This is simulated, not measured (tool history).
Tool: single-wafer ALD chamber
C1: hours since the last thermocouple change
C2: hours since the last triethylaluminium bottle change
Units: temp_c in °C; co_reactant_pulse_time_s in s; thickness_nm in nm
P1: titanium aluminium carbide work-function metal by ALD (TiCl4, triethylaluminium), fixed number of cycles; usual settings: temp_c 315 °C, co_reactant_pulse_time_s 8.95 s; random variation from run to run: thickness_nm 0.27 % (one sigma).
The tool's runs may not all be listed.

{"run": 1, "hour": 3.4, "temp_c": 315, "co_reactant_pulse_time_s": 8.95, "C1": 757.2, "C2": 115.6, "thickness_nm": 2.1429}
{"run": 2, "hour": 6.8, "temp_c": 315, "co_reactant_pulse_time_s": 8.95, "C1": 760.6, "C2": 119, "thickness_nm": 2.1529}
{"run": 3, "hour": 10.5, "temp_c": 315, "co_reactant_pulse_time_s": 8.95, "C1": 764.3, "C2": 122.7, "thickness_nm": 2.1454}
{"run": 4, "hour": 14.7, "temp_c": 315, "co_reactant_pulse_time_s": 8.95, "C1": 768.5, "C2": 126.9, "thickness_nm": 2.1468}
{"run": 5, "hour": 17.1, "temp_c": 334, "co_reactant_pulse_time_s": 14.38, "C1": 770.9, "C2": 129.3, "thickness_nm": 2.417}
{"hour": 19.1, "done": "thermocouple changed; heater temperature recalibrated"}
{"run": 6, "hour": 22.2, "temp_c": 315, "co_reactant_pulse_time_s": 8.95, "C1": 3.2, "C2": 134.4, "thickness_nm": 2.1414}
{"run": 7, "hour": 27.3, "temp_c": 315, "co_reactant_pulse_time_s": 5.28, "C1": 8.3, "C2": 139.5, "thickness_nm": 1.8867}
{"run": 8, "hour": 31.8, "temp_c": 290, "co_reactant_pulse_time_s": 8.95, "C1": 12.8, "C2": 144, "thickness_nm": 1.9259}
{"run": 9, "hour": 36.2, "temp_c": 315, "co_reactant_pulse_time_s": 14.71, "C1": 17.2, "C2": 148.4, "thickness_nm": 2.2364}
{"run": 10, "hour": 39.9, "temp_c": 334, "co_reactant_pulse_time_s": 8.95, "C1": 20.9, "C2": 152.1, "thickness_nm": 2.3095}
{"run": 11, "hour": 44.9, "temp_c": 300, "co_reactant_pulse_time_s": 5.5, "C1": 25.9, "C2": 157.1, "thickness_nm": 1.7938}
{"run": 12, "hour": 49.2, "temp_c": 294, "co_reactant_pulse_time_s": 12.03, "C1": 30.2, "C2": 161.4, "thickness_nm": 2.0272}
{"run": 13, "hour": 53.5, "temp_c": 315, "co_reactant_pulse_time_s": 8.95, "C1": 34.5, "C2": 165.7, "thickness_nm": 2.145}
{"run": 14, "hour": 58.0, "temp_c": 315, "co_reactant_pulse_time_s": 8.95, "C1": 39, "C2": 170.2, "thickness_nm": 2.1347}
{"run": 15, "hour": 60.9, "temp_c": 315, "co_reactant_pulse_time_s": 8.95, "C1": 41.9, "C2": 173.1, "thickness_nm": 2.1119}
{"run": 16, "hour": 63.4, "temp_c": 315, "co_reactant_pulse_time_s": 8.95, "C1": 44.4, "C2": 175.6, "thickness_nm": 2.1039}
{"run": 17, "hour": 67.5, "temp_c": 315, "co_reactant_pulse_time_s": 8.95, "C1": 48.5, "C2": 179.7, "thickness_nm": 2.1136}
{"run": 18, "hour": 72.7, "temp_c": 315, "co_reactant_pulse_time_s": 8.95, "C1": 53.7, "C2": 184.9, "thickness_nm": 2.1052}
{"run": 19, "hour": 75.4, "temp_c": 315, "co_reactant_pulse_time_s": 8.95, "C1": 56.4, "C2": 187.6, "thickness_nm": 2.1082}
{"run": 20, "hour": 80.3, "temp_c": 315, "co_reactant_pulse_time_s": 8.95, "C1": 61.3, "C2": 192.5, "thickness_nm": 2.1109}

What P1 gives has crept away from where it was. These 2 causes fit the log equally well, each at the size given:
A: triethylaluminium dose below that of a fresh bottle (%) = 12.5
B: wafer temperature below the value expected at the setpoint (K) = 5.46
The creep began at about hour 53.5.

4 check runs are offered, one wafer each, their results left as question marks. Which one tells the causes apart?
{"run": "check 1", "hour": 85.2, "temp_c": 327, "co_reactant_pulse_time_s": 8.95, "thickness_nm": "?"}
{"run": "check 2", "hour": 85.2, "temp_c": 324, "co_reactant_pulse_time_s": 8.95, "thickness_nm": "?"}
{"run": "check 3", "hour": 85.2, "temp_c": 315, "co_reactant_pulse_time_s": 5.95, "thickness_nm": "?"}
{"run": "check 4", "hour": 85.2, "temp_c": 332, "co_reactant_pulse_time_s": 8.95, "thickness_nm": "?"}

What each check would give under each cause:
check=check_1 result=thickness_nm if_A=2.2037 if_B=2.2058
check=check_2 result=thickness_nm if_A=2.1775 if_B=2.1791
check=check_3 result=thickness_nm if_A=1.8767 if_B=1.9172
check=check_4 result=thickness_nm if_A=2.2474 if_B=2.2504
How far apart the two closest causes lie, in the result that separates them most: check 1 0.1 %; check 2 0.07 %; check 3 2.13 %; check 4 0.13 %
Only check 3 tells the causes apart: in the others they would give nearly the same result.

Then check 3 was run and gave: thickness_nm 1.8746 nm. Which cause is it?

It is A: triethylaluminium dose below that of a fresh bottle (%).
